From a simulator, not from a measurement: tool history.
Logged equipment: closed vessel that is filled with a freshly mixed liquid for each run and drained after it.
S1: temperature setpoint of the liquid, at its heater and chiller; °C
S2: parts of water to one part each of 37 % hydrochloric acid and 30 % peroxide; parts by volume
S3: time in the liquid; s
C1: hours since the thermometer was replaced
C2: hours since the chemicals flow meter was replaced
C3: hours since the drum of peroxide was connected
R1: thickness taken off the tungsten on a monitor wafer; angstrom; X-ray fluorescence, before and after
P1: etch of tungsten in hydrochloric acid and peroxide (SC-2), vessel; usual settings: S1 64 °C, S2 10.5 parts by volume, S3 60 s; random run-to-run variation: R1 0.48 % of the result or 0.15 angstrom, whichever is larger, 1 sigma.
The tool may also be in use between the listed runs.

Run 1, hour 7.1: S1 64 °C, S2 10.5 parts by volume, S3 60 s; C1 485.8; C2 157.5; C3 668.2. Result: R1 320.34 angstrom.
Run 2, hour 12.8: S1 64 °C, S2 15 parts by volume, S3 60 s; C1 491.5; C2 163.2; C3 673.9. Result: R1 234.7 angstrom.
Run 3, hour 20: S1 53.5 °C, S2 10.5 parts by volume, S3 60 s; C1 498.7; C2 170.4; C3 681.1. Result: R1 163.75 angstrom.
Run 4, hour 25.8: S1 64 °C, S2 4 parts by volume, S3 60 s; C1 504.5; C2 176.2; C3 686.9. Result: R1 669 angstrom.
Run 5, hour 31.5: S1 64 °C, S2 10.5 parts by volume, S3 60 s; C1 510.2; C2 181.9; C3 692.6. Result: R1 319.77 angstrom.
Run 6, hour 38.6: S1 64 °C, S2 10.5 parts by volume, S3 60 s; C1 517.3; C2 189; C3 699.7. Result: R1 321.65 angstrom.
Run 7, hour 42.2: S1 72 °C, S2 10.5 parts by volume, S3 60 s; C1 520.9; C2 192.6; C3 703.3. Result: R1 513.17 angstrom.
Run 8, hour 46.8: S1 64 °C, S2 10.5 parts by volume, S3 60 s; C1 525.5; C2 197.2; C3 707.9. Result: R1 324.29 angstrom.
Run 9, hour 53.7: S1 64 °C, S2 16 parts by volume, S3 90 s; C1 532.4; C2 204.1; C3 714.8. Result: R1 337.95 angstrom.
Run 10, hour 59.4: S1 64 °C, S2 10.5 parts by volume, S3 60 s; C1 538.1; C2 209.8; C3 720.5. Result: R1 321.21 angstrom.
Run 11, hour 62.9: S1 64 °C, S2 10.5 parts by volume, S3 30 s; C1 541.6; C2 213.3; C3 724. Result: R1 159.88 angstrom.
At hour 65.3: thermometer replaced.
Run 12, hour 67.9: S1 64 °C, S2 10.5 parts by volume, S3 110 s; C1 2.6; C2 218.3; C3 729. Result: R1 590.6 angstrom.
Run 13, hour 73.1: S1 64 °C, S2 10.5 parts by volume, S3 60 s; C1 7.8; C2 223.5; C3 734.2. Result: R1 320.45 angstrom.
Run 14, hour 79.3: S1 64 °C, S2 10.5 parts by volume, S3 60 s; C1 14; C2 229.7; C3 740.4. Result: R1 331.99 angstrom.
Run 15, hour 85.8: S1 64 °C, S2 10.5 parts by volume, S3 60 s; C1 20.5; C2 236.2; C3 746.9. Result: R1 339.5 angstrom.
Run 16, hour 89.6: S1 64 °C, S2 10.5 parts by volume, S3 60 s; C1 24.3; C2 240; C3 750.7. Result: R1 343.1 angstrom.
Run 17, hour 94.5: S1 64 °C, S2 10.5 parts by volume, S3 60 s; C1 29.2; C2 244.9; C3 755.6. Result: R1 343.84 angstrom.
Run 18, hour 101: S1 64 °C, S2 10.5 parts by volume, S3 60 s; C1 35.7; C2 251.4; C3 762.1. Result: R1 345.06 angstrom.
Run 19, hour 106.7: S1 64 °C, S2 10.5 parts by volume, S3 60 s; C1 41.4; C2 257.1; C3 767.8. Result: R1 347.34 angstrom.
Run 20, hour 111.3: S1 64 °C, S2 10.5 parts by volume, S3 60 s; C1 46; C2 261.7; C3 772.4. Result: R1 344.24 angstrom.

What P1 gives has crept off from where it sat before. The 2 causes that follow fit the log equally well, each at the size noted:
A: liquid hotter than its thermometer reads (K) = 1.28
B: chemicals flow above the setpoint (%) = 9.75
The drift started at roughly hour 73.1.
The rest of the possible causes, and what rules out each one:
peroxide weaker than its label (%): capped at 8; at that size R1 would change by -7.4 %, too little to explain the creep or opposite to it

Below are 4 check runs, each averaged over 3 wafers, with their results shown as question marks. Which of them would give clearly different results depending on which cause is behind the drift?
Run check 1, hour 115.9: S1 57 °C, S2 10.5 parts by volume, S3 40 s. Result: R1 ?.
Run check 2, hour 115.9: S1 72 °C, S2 10.5 parts by volume, S3 60 s. Result: R1 ?.
Run check 3, hour 115.9: S1 55 °C, S2 4 parts by volume, S3 60 s. Result: R1 ?.
Run check 4, hour 115.9: S1 72 °C, S2 7 parts by volume, S3 60 s. Result: R1 ?.

How each check would come out, cause by cause:
  check  result    if A    if B
check 1      R1  149.68   149.1
check 2      R1  557.56  559.25
check 3      R1  411.73  402.99
check 4      R1  774.38  772.13
Gap, in per cent, between the two causes that each check separates least, read from the result that separates them most: check 1 0.39 %; check 2 0.3 %; check 3 2.15 %; check 4 0.29 %
The causes can be told apart only by check 3. The other checks would give nearly the same results under each of them.

Then check 3 was run and gave: R1 403.11 angstrom. Which cause is it?

B is the cause: chemicals flow above the setpoint (%).
